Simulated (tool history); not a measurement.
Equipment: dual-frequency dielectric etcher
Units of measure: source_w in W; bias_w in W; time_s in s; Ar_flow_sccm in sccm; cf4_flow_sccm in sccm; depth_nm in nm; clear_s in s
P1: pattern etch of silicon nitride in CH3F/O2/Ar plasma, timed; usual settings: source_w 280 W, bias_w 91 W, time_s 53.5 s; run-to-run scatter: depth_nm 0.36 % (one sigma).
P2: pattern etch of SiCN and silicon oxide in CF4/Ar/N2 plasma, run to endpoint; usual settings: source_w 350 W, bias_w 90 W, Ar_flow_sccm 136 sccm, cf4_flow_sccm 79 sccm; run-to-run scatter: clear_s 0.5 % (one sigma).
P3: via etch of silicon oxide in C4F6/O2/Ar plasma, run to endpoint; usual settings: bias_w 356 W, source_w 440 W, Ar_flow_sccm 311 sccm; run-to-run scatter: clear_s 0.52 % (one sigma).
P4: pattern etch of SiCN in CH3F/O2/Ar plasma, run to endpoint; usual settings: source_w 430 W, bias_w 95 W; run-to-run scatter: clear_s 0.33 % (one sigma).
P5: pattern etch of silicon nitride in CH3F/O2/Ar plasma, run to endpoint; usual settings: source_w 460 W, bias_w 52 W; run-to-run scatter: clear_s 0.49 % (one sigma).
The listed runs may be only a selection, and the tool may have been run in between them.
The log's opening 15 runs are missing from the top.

-- day=7.875 wet clean of the chamber
run 16 day=8.167 | process=P2 source_w=350 bias_w=118 Ar_flow_sccm=136 cf4_flow_sccm=79 | clear_s=11.535
run 17 day=8.508 | process=P1 source_w=280 bias_w=109 time_s=77.0 | depth_nm=53.609
run 18 day=9.062 | process=P5 source_w=460 bias_w=65 | clear_s=50.502
run 19 day=9.504 | process=P1 source_w=350 bias_w=91 time_s=53.5 | depth_nm=37.967
run 20 day=9.900 | process=P3 source_w=440 bias_w=356 Ar_flow_sccm=311 | clear_s=39.148
run 21 day=10.550 | process=P4 source_w=430 bias_w=95 | clear_s=24.867
run 22 day=11.025 | process=P1 source_w=280 bias_w=129 time_s=53.5 | depth_nm=39.822
run 23 day=11.621 | process=P5 source_w=460 bias_w=52 | clear_s=54.617
run 24 day=12.188 | process=P1 source_w=280 bias_w=91 time_s=53.5 | depth_nm=34.992
run 25 day=12.767 | process=P3 source_w=440 bias_w=356 Ar_flow_sccm=398 | clear_s=40.275
run 26 day=13.196 | process=P1 source_w=280 bias_w=66 time_s=53.5 | depth_nm=30.905
run 27 day=13.650 | process=P2 source_w=350 bias_w=90 Ar_flow_sccm=175 cf4_flow_sccm=79 | clear_s=13.379
run 28 day=14.083 | process=P3 source_w=350 bias_w=356 Ar_flow_sccm=311 | clear_s=42.594
run 29 day=14.688 | process=P5 source_w=460 bias_w=52 | clear_s=53.745
run 30 day=15.329 | process=P4 source_w=430 bias_w=95 | clear_s=24.972
run 31 day=15.954 | process=P1 source_w=280 bias_w=91 time_s=53.5 | depth_nm=34.614
run 32 day=16.262 | process=P1 source_w=280 bias_w=91 time_s=53.5 | depth_nm=34.679
run 33 day=16.588 | process=P1 source_w=280 bias_w=91 time_s=53.5 | depth_nm=34.473

What does the tool deliver on the next run?
run 34 day=17.133 | process=P1 source_w=280 bias_w=91 time_s=53.5 | depth_nm=?

For run 34 the tool returned depth_nm 34.321 nm.

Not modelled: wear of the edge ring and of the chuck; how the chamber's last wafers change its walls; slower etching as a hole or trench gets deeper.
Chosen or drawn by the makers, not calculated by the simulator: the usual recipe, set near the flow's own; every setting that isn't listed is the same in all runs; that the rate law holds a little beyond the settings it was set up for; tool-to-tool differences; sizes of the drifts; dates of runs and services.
